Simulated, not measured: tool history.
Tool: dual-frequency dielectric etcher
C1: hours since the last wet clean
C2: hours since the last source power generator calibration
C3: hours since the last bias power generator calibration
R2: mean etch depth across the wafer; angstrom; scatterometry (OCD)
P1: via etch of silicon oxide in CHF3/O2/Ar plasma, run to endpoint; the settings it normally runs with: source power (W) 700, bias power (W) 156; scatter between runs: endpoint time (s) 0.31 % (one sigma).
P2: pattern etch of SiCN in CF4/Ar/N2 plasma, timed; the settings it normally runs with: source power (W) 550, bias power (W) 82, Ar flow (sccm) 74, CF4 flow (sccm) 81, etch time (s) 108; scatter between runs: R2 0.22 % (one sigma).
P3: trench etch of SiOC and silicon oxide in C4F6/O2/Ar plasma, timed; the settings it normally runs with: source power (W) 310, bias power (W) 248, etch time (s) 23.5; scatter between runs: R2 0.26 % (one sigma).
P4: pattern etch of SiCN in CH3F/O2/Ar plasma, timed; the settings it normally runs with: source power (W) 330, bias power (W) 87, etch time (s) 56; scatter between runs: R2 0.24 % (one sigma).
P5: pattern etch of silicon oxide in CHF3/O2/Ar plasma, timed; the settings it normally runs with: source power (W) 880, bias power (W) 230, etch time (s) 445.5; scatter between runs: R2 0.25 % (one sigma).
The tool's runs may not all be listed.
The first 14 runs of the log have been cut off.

{"run": 15, "day": 4.25, "process that ran": "P4", "source power (W)": 240, "bias power (W)": 87, "etch time (s)": 56, "C1": 388.3, "C2": 1227.7, "C3": 328.2, "R2": 192.38}
{"run": 16, "day": 4.429, "process that ran": "P5", "source power (W)": 880, "bias power (W)": 230, "etch time (s)": 268, "C1": 392.6, "C2": 1232, "C3": 332.5, "R2": 6624.6}
{"run": 17, "day": 4.746, "process that ran": "P4", "source power (W)": 330, "bias power (W)": 87, "etch time (s)": 56, "C1": 400.2, "C2": 1239.6, "C3": 340.1, "R2": 216.48}
{"run": 18, "day": 5.062, "process that ran": "P2", "source power (W)": 550, "bias power (W)": 82, "etch time (s)": 108, "Ar flow (sccm)": 74, "CF4 flow (sccm)": 81, "C1": 407.8, "C2": 1247.2, "C3": 347.7, "R2": 1209.3}
{"run": 19, "day": 5.283, "process that ran": "P3", "source power (W)": 310, "bias power (W)": 248, "etch time (s)": 23.5, "C1": 413.1, "C2": 1252.5, "C3": 353, "R2": 453.98}
{"run": 20, "day": 5.571, "process that ran": "P4", "source power (W)": 330, "bias power (W)": 62, "etch time (s)": 56, "C1": 420, "C2": 1259.4, "C3": 359.9, "R2": 190.94}
{"run": 21, "day": 5.946, "process that ran": "P4", "source power (W)": 330, "bias power (W)": 87, "etch time (s)": 42, "C1": 429, "C2": 1268.4, "C3": 368.9, "R2": 162.13}
{"run": 22, "day": 6.325, "process that ran": "P1", "source power (W)": 700, "bias power (W)": 156, "C1": 438.1, "C2": 1277.5, "C3": 378, "endpoint time (s)": 346.4}
{"run": 23, "day": 6.683, "process that ran": "P2", "source power (W)": 550, "bias power (W)": 82, "etch time (s)": 156.5, "Ar flow (sccm)": 74, "CF4 flow (sccm)": 81, "C1": 446.7, "C2": 1286.1, "C3": 386.6, "R2": 1764.5}
{"run": 24, "day": 6.983, "process that ran": "P3", "source power (W)": 310, "bias power (W)": 349, "etch time (s)": 23.5, "C1": 453.9, "C2": 1293.3, "C3": 393.8, "R2": 511.03}
{"run": 25, "day": 7.342, "process that ran": "P2", "source power (W)": 420, "bias power (W)": 82, "etch time (s)": 108, "Ar flow (sccm)": 74, "CF4 flow (sccm)": 81, "C1": 462.5, "C2": 1301.9, "C3": 402.4, "R2": 954.21}
{"run": 26, "day": 7.608, "process that ran": "P1", "source power (W)": 700, "bias power (W)": 156, "C1": 468.9, "C2": 1308.3, "C3": 408.8, "endpoint time (s)": 344.56}
{"run": 27, "day": 7.917, "process that ran": "P5", "source power (W)": 1250, "bias power (W)": 230, "etch time (s)": 445.5, "C1": 476.3, "C2": 1315.7, "C3": 416.2, "R2": 12633}
{"run": 28, "day": 8.279, "process that ran": "P2", "source power (W)": 550, "bias power (W)": 50, "etch time (s)": 108, "Ar flow (sccm)": 74, "CF4 flow (sccm)": 81, "C1": 485, "C2": 1324.4, "C3": 424.9, "R2": 1033}
{"run": 29, "day": 8.583, "process that ran": "P2", "source power (W)": 550, "bias power (W)": 82, "etch time (s)": 108, "Ar flow (sccm)": 74, "CF4 flow (sccm)": 60, "C1": 492.3, "C2": 1331.7, "C3": 432.2, "R2": 1161.6}
{"run": 30, "day": 8.95, "process that ran": "P3", "source power (W)": 410, "bias power (W)": 248, "etch time (s)": 23.5, "C1": 501.1, "C2": 1340.5, "C3": 441, "R2": 506.82}
{"run": 31, "day": 9.317, "process that ran": "P5", "source power (W)": 880, "bias power (W)": 230, "etch time (s)": 445.5, "C1": 509.9, "C2": 1349.3, "C3": 449.8, "R2": 11024}

Estimate the outcome of run 32 from the log above:
{"run": 32, "day": 9.479, "process that ran": "P1", "source power (W)": 700, "bias power (W)": 156, "C1": 513.8, "C2": 1353.2, "C3": 453.7, "endpoint time (s)": "?"}

Run 32 measured endpoint time (s) 345.24.
